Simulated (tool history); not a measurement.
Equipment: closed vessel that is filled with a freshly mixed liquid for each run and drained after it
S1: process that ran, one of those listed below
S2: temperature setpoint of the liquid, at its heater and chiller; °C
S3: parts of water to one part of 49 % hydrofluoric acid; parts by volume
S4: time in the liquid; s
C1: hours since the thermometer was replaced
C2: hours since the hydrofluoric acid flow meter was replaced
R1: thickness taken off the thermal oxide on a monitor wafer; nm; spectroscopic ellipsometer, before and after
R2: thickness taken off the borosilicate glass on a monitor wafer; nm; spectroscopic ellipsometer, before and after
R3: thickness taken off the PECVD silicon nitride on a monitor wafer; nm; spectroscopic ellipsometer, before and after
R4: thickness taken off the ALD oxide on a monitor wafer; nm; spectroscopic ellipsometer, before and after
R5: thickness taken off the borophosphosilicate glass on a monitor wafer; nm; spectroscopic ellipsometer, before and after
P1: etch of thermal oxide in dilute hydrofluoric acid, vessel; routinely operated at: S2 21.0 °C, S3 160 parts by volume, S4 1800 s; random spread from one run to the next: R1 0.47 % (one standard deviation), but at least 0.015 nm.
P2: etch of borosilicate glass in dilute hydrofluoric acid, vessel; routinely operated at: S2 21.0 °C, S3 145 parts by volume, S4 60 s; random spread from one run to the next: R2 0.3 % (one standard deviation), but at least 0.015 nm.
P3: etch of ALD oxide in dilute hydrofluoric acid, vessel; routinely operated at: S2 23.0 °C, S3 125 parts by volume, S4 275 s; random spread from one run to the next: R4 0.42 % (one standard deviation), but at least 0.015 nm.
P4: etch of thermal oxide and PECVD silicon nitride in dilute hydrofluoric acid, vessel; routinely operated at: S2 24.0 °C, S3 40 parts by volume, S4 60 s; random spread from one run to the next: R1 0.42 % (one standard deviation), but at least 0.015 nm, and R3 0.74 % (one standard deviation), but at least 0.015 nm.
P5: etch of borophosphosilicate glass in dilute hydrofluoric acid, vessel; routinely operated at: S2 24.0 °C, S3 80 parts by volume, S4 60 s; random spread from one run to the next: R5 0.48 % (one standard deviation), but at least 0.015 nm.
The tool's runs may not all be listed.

Run 1, hour 12.3: S1 P1, S2 21.0 °C, S3 160 parts by volume, S4 1800 s; C1 919.4; C2 322.0. Result: R1 45.0170 nm.
Run 2, hour 22.6: S1 P1, S2 21.0 °C, S3 160 parts by volume, S4 3085 s; C1 929.7; C2 332.3. Result: R1 76.8930 nm.
Run 3, hour 32.7: S1 P1, S2 27.5 °C, S3 160 parts by volume, S4 1800 s; C1 939.8; C2 342.4. Result: R1 57.8930 nm.
Run 4, hour 46.1: S1 P2, S2 21.0 °C, S3 145 parts by volume, S4 115 s; C1 953.2; C2 355.8. Result: R2 29.035 nm.
Run 5, hour 62.9: S1 P4, S2 24.0 °C, S3 70 parts by volume, S4 60 s; C1 970.0; C2 372.6. Result: R1 4.2052 nm, R3 1.6735 nm.
Run 6, hour 73.3: S1 P1, S2 21.0 °C, S3 100 parts by volume, S4 1800 s; C1 980.4; C2 383.0. Result: R1 76.8350 nm.
Run 7, hour 90.8: S1 P2, S2 21.0 °C, S3 200 parts by volume, S4 60 s; C1 997.9; C2 400.5. Result: R2 10.404 nm.
Run 8, hour 109.1: S1 P3, S2 23.0 °C, S3 125 parts by volume, S4 275 s; C1 1016.2; C2 418.8. Result: R4 20.4640 nm.
Run 9, hour 119.0: S1 P5, S2 24.0 °C, S3 80 parts by volume, S4 60 s; C1 1026.1; C2 428.7. Result: R5 34.307 nm.
Run 10, hour 133.6: S1 P3, S2 23.0 °C, S3 125 parts by volume, S4 80 s; C1 1040.7; C2 443.3. Result: R4 5.9407 nm.
Run 11, hour 151.9: S1 P1, S2 28.5 °C, S3 160 parts by volume, S4 2525 s; C1 1059.0; C2 461.6. Result: R1 83.3380 nm.
Run 12, hour 161.8: S1 P1, S2 21.0 °C, S3 160 parts by volume, S4 1800 s; C1 1068.9; C2 471.5. Result: R1 44.7340 nm.
Run 13, hour 176.5: S1 P4, S2 28.5 °C, S3 40 parts by volume, S4 60 s; C1 1083.6; C2 486.2. Result: R1 9.2606 nm, R3 3.9161 nm.
Run 14, hour 189.4: S1 P5, S2 17.0 °C, S3 80 parts by volume, S4 60 s; C1 1096.5; C2 499.1. Result: R5 25.728 nm.
Run 15, hour 199.5: S1 P1, S2 21.0 °C, S3 160 parts by volume, S4 1800 s; C1 1106.6; C2 509.2. Result: R1 45.1280 nm.
At hour 214.2: thermometer replaced.
Run 16, hour 216.5: S1 P2, S2 21.0 °C, S3 145 parts by volume, S4 60 s; C1 2.4; C2 526.2. Result: R2 15.143 nm.
Run 17, hour 226.3: S1 P3, S2 23.0 °C, S3 175 parts by volume, S4 275 s; C1 12.2; C2 536.0. Result: R4 13.7710 nm.
Run 18, hour 240.4: S1 P2, S2 21.0 °C, S3 145 parts by volume, S4 60 s; C1 26.3; C2 550.1. Result: R2 15.202 nm.
Run 19, hour 251.3: S1 P3, S2 23.0 °C, S3 125 parts by volume, S4 275 s; C1 37.2; C2 561.0. Result: R4 20.3260 nm.
Run 20, hour 266.3: S1 P2, S2 26.0 °C, S3 145 parts by volume, S4 60 s; C1 52.2; C2 576.0. Result: R2 18.446 nm.
Run 21, hour 281.8: S1 P1, S2 21.0 °C, S3 275 parts by volume, S4 510 s; C1 67.7; C2 591.5. Result: R1 6.6081 nm.
Run 22, hour 293.5: S1 P4, S2 24.0 °C, S3 40 parts by volume, S4 30 s; C1 79.4; C2 603.2. Result: R1 3.8396 nm, R3 1.4510 nm.
Run 23, hour 309.8: S1 P5, S2 24.0 °C, S3 80 parts by volume, S4 60 s; C1 95.7; C2 619.5. Result: R5 34.475 nm.
Run 24, hour 322.9: S1 P1, S2 21.0 °C, S3 160 parts by volume, S4 1800 s; C1 108.8; C2 632.6. Result: R1 45.1150 nm.

Run 25 has not been measured yet. What should we expect?
Run 25, hour 334.8: S1 P4, S2 24.0 °C, S3 40 parts by volume, S4 60 s; C1 120.7; C2 644.5. Result: R1 ?, R3 ?.

R1: 7.6817 nm
R3: 2.9171 nm
